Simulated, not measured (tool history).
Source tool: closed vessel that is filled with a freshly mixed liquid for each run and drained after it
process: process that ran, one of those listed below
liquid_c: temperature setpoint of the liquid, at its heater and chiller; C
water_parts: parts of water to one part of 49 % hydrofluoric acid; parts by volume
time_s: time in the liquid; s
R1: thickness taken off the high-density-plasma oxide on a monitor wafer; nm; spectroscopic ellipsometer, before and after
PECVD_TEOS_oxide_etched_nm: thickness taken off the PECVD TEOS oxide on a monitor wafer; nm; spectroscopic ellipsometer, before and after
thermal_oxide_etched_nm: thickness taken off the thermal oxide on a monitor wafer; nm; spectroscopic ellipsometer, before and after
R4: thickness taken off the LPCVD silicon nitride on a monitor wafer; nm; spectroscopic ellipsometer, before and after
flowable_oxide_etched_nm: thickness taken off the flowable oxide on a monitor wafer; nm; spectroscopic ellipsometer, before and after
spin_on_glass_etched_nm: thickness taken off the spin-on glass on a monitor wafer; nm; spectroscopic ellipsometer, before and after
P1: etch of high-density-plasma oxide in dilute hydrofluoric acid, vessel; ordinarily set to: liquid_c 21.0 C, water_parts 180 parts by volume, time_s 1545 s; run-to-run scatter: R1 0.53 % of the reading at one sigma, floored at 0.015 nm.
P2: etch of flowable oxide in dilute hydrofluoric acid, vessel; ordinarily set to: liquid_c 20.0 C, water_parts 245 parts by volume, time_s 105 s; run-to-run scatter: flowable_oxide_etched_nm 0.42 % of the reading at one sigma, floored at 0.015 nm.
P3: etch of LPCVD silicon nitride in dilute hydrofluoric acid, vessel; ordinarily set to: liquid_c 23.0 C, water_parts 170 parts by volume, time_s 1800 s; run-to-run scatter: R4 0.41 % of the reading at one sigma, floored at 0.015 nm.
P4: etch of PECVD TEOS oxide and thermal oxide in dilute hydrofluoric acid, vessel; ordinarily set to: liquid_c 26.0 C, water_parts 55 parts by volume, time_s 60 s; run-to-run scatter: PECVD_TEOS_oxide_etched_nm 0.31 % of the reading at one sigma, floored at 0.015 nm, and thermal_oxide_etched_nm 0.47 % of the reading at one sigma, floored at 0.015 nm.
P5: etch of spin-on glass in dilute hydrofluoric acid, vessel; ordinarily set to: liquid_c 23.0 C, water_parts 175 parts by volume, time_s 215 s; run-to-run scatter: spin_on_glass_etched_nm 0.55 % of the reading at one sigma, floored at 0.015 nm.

{"run": 1, "hour": 5.6, "process": "P1", "liquid_c": 21.0, "water_parts": 180, "time_s": 1545, "R1": 35.493}
{"run": 2, "hour": 9.5, "process": "P4", "liquid_c": 26.0, "water_parts": 55, "time_s": 60, "PECVD_TEOS_oxide_etched_nm": 20.206, "thermal_oxide_etched_nm": 5.944}
{"run": 3, "hour": 15.2, "process": "P3", "liquid_c": 23.0, "water_parts": 170, "time_s": 1800, "R4": 5.4085}
{"run": 4, "hour": 19.9, "process": "P2", "liquid_c": 20.0, "water_parts": 245, "time_s": 105, "flowable_oxide_etched_nm": 12.69}
{"run": 5, "hour": 25.0, "process": "P5", "liquid_c": 30.0, "water_parts": 175, "time_s": 215, "spin_on_glass_etched_nm": 39.0}
{"run": 6, "hour": 29.6, "process": "P3", "liquid_c": 23.0, "water_parts": 170, "time_s": 1800, "R4": 5.4276}
{"run": 7, "hour": 35.9, "process": "P3", "liquid_c": 23.0, "water_parts": 170, "time_s": 2625, "R4": 7.8982}
{"run": 8, "hour": 39.3, "process": "P1", "liquid_c": 26.5, "water_parts": 180, "time_s": 2465, "R1": 70.237}
{"run": 9, "hour": 42.8, "process": "P1", "liquid_c": 21.0, "water_parts": 180, "time_s": 1545, "R1": 35.412}
{"run": 10, "hour": 46.5, "process": "P4", "liquid_c": 26.0, "water_parts": 100, "time_s": 60, "PECVD_TEOS_oxide_etched_nm": 10.477, "thermal_oxide_etched_nm": 3.0652}
{"run": 11, "hour": 50.5, "process": "P4", "liquid_c": 33.5, "water_parts": 55, "time_s": 60, "PECVD_TEOS_oxide_etched_nm": 27.164, "thermal_oxide_etched_nm": 7.961}
{"run": 12, "hour": 57.2, "process": "P4", "liquid_c": 26.0, "water_parts": 55, "time_s": 95, "PECVD_TEOS_oxide_etched_nm": 31.834, "thermal_oxide_etched_nm": 9.5061}
{"run": 13, "hour": 61.8, "process": "P1", "liquid_c": 21.0, "water_parts": 180, "time_s": 2285, "R1": 53.247}
{"run": 14, "hour": 66.6, "process": "P5", "liquid_c": 23.0, "water_parts": 325, "time_s": 215, "spin_on_glass_etched_nm": 14.042}
{"run": 15, "hour": 72.7, "process": "P1", "liquid_c": 28.0, "water_parts": 180, "time_s": 1545, "R1": 46.256}
{"run": 16, "hour": 79.0, "process": "P1", "liquid_c": 21.0, "water_parts": 180, "time_s": 1545, "R1": 35.951}
{"run": 17, "hour": 83.4, "process": "P1", "liquid_c": 17.0, "water_parts": 180, "time_s": 1545, "R1": 30.531}
{"run": 18, "hour": 87.4, "process": "P1", "liquid_c": 21.0, "water_parts": 90, "time_s": 1545, "R1": 78.824}
{"run": 19, "hour": 91.4, "process": "P2", "liquid_c": 20.0, "water_parts": 135, "time_s": 105, "flowable_oxide_etched_nm": 25.557}
{"run": 20, "hour": 96.8, "process": "P1", "liquid_c": 21.0, "water_parts": 255, "time_s": 2190, "R1": 33.283}
{"run": 21, "hour": 101.4, "process": "P5", "liquid_c": 23.0, "water_parts": 175, "time_s": 215, "spin_on_glass_etched_nm": 30.197}
{"run": 22, "hour": 107.4, "process": "P1", "liquid_c": 21.0, "water_parts": 180, "time_s": 1545, "R1": 35.571}
{"run": 23, "hour": 114.9, "process": "P3", "liquid_c": 23.0, "water_parts": 70, "time_s": 1800, "R4": 13.043}
{"run": 24, "hour": 121.2, "process": "P4", "liquid_c": 26.0, "water_parts": 55, "time_s": 60, "PECVD_TEOS_oxide_etched_nm": 20.233, "thermal_oxide_etched_nm": 5.9348}
{"run": 25, "hour": 126.3, "process": "P2", "liquid_c": 20.0, "water_parts": 245, "time_s": 30, "flowable_oxide_etched_nm": 3.5912}
{"run": 26, "hour": 131.0, "process": "P3", "liquid_c": 19.0, "water_parts": 170, "time_s": 1800, "R4": 4.1598}
{"run": 27, "hour": 134.7, "process": "P2", "liquid_c": 17.0, "water_parts": 245, "time_s": 105, "flowable_oxide_etched_nm": 11.259}
{"run": 28, "hour": 140.4, "process": "P1", "liquid_c": 21.0, "water_parts": 180, "time_s": 1545, "R1": 35.715}
{"run": 29, "hour": 147.4, "process": "P1", "liquid_c": 21.0, "water_parts": 180, "time_s": 360, "R1": 8.4539}
{"run": 30, "hour": 155.0, "process": "P1", "liquid_c": 21.0, "water_parts": 180, "time_s": 1545, "R1": 35.514}
{"run": 31, "hour": 159.9, "process": "P5", "liquid_c": 23.0, "water_parts": 175, "time_s": 105, "spin_on_glass_etched_nm": 14.667}
{"run": 32, "hour": 165.9, "process": "P5", "liquid_c": 23.0, "water_parts": 175, "time_s": 215, "spin_on_glass_etched_nm": 30.287}
{"run": 33, "hour": 171.5, "process": "P1", "liquid_c": 21.0, "water_parts": 330, "time_s": 1545, "R1": 16.838}
{"run": 34, "hour": 175.2, "process": "P1", "liquid_c": 21.0, "water_parts": 180, "time_s": 1545, "R1": 35.908}
{"run": 35, "hour": 182.7, "process": "P1", "liquid_c": 21.0, "water_parts": 180, "time_s": 1545, "R1": 36.871}
{"run": 36, "hour": 188.0, "process": "P1", "liquid_c": 21.0, "water_parts": 180, "time_s": 1545, "R1": 37.722}
{"run": 37, "hour": 193.3, "process": "P1", "liquid_c": 21.0, "water_parts": 180, "time_s": 1545, "R1": 37.892}
{"run": 38, "hour": 198.1, "process": "P1", "liquid_c": 21.0, "water_parts": 180, "time_s": 1545, "R1": 38.467}

Estimate the outcome of run 39 from the log above:
{"run": 39, "hour": 206.0, "process": "P1", "liquid_c": 21.0, "water_parts": 180, "time_s": 1545, "R1": "?"}

{"run 39": {"R1": 38.47}}
